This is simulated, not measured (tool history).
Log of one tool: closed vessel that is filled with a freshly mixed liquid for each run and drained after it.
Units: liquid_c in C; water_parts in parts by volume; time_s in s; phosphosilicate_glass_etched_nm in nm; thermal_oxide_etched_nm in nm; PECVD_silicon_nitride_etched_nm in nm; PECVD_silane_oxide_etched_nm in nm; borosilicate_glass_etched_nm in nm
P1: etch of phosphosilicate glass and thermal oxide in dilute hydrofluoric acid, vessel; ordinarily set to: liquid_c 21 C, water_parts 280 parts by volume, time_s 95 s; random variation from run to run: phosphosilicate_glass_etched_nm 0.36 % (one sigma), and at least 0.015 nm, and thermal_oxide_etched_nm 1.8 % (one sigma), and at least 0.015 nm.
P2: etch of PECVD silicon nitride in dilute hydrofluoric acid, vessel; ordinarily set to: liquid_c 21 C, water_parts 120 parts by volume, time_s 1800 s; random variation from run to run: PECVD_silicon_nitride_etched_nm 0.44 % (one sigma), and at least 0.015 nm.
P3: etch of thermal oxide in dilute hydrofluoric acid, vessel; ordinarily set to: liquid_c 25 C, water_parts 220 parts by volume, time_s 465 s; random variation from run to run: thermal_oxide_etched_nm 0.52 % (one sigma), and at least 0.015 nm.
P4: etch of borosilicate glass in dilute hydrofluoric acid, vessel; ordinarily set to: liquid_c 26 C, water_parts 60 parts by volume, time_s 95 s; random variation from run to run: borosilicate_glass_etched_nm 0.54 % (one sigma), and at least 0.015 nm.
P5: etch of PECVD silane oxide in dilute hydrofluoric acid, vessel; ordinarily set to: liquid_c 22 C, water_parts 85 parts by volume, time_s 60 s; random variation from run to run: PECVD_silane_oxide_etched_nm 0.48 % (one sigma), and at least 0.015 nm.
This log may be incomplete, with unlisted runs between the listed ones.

run   hour  process  liquid_c  water_parts  time_s  hours since the thermometer was replaced  hours since the hydrofluoric acid flow meter was replaced  phosphosilicate_glass_etched_nm  thermal_oxide_etched_nm  PECVD_silicon_nitride_etched_nm  PECVD_silane_oxide_etched_nm  borosilicate_glass_etched_nm
  1    2.6       P1        21          280      95                                     979.5                                                     1486.4                           32.581                   1.1433
  2    7.4       P3      31.5          220     465                                     984.3                                                     1491.2                                                     11.26
  3   10.7       P1        21          280      95                                     987.6                                                     1494.5                           32.416                   1.1323
  4   14.9       P3        25          315     465                                     991.8                                                     1498.7                                                    5.7425
  5   19.4       P3        25          220     465                                     996.3                                                     1503.2                                                    8.9513
  6   24.7       P3        25          220      35                                    1001.6                                                     1508.5                                                   0.68467
  7     28       P1        21          280      95                                    1004.9                                                     1511.8                           32.666                   1.1518
  8   30.7       P2        17          120    1800                                    1007.6                                                     1514.5                                                                                     28.745
  9   33.5       P1        21          280      95                                    1010.4                                                     1517.3                           32.664                   1.1259
 10   37.7       P1        17          105      95                                    1014.6                                                     1521.5                           87.601                   3.1043
 11     43       P5      26.5           85      60                                    1019.9                                                     1526.8                                                                                                                   25.682
 12   48.5       P4        26           60      95                                    1025.4                                                     1532.3                                                                                                                                                 50.401
 13   52.7       P3        25          220     465                                    1029.6                                                     1536.5                                                    8.8949
 14     56       P2        21          120     305                                    1032.9                                                     1539.8                                                                                     6.4199
 15   59.1       P1        21          180      95                                      1036                                                     1542.9                           55.732                   1.9761
 16   64.2       P5        22           85     110                                    1041.1                                                       1548                                                                                                                   39.973
 17   67.8       P4        26           60      30                                    1044.7                                                     1551.6                                                                                                                                                 15.868
 18   72.1       P5        22           85      60                                      1049                                                     1555.9                                                                                                                   21.393
 19   76.1       P1        21          280      30                                      1053                                                     1559.9                           10.298                  0.35439
 20     81       P1        21          280      95                                    1057.9                                                     1564.8                           32.621                   1.1691
 21   86.1       P1        21          280     145                                      1063                                                     1569.9                           49.924                   1.7677
 22   89.5       P2        21           30    1800                                    1066.4                                                     1573.3                                                                                     146.22
 23   92.6       P1        17          280      95                                    1069.5                                                     1576.4                           28.102                  0.98227
 24   96.3       P4        26           35      95                                    1073.2                                                     1580.1                                                                                                                                                 90.153
 25  100.3       P1        21          280      95                                    1077.2                                                     1584.1                           32.417                   1.1476
 26  102.9       P5        22           85      60                                    1079.8                                                     1586.7                                                                                                                   21.518
 27  107.4       P1        26          280      95                                    1084.3                                                     1591.2                           38.908                   1.3995
 28  110.6       P1        21          430      95                                    1087.5                                                     1594.4                           18.525                  0.63674
 29  116.2       P4        34           60      95                                    1093.1                                                       1600                                                                                                                                                 68.755
 30  119.4       P2        21          120    1800                                    1096.3                                                     1603.2                                                                                      37.81
 31  124.8       P5        22          145      60                                    1101.7                                                     1608.6                                                                                                                   11.803
 32  128.5       P1        21          280      95                                    1105.4                                                     1612.3                           32.482                   1.1606
 33  133.7       P1        21          280      95                                    1110.6                                                     1617.5                           32.547                   1.1019
 34  136.6       P1        21          280      95                                    1113.5                                                     1620.4                           33.054                   1.1575
 35  139.6       P1        21          280      95                                    1116.5                                                     1623.4                           33.786                    1.142
 36    144       P1        21          280      95                                    1120.9                                                     1627.8                           34.206                   1.1985
 37  147.1       P1        21          280      95                                      1124                                                     1630.9                           34.661                   1.1919
 38  150.1       P1        21          280      95                                      1127                                                     1633.9                           34.616                   1.2118

Run 39 has not been measured yet. What should we expect?
 39  154.4       P1        21          280      95                                    1131.3                                                     1638.2                                ?                        ?

Run 39 produced phosphosilicate_glass_etched_nm 34.679 nm, thermal_oxide_etched_nm 1.2063 nm.
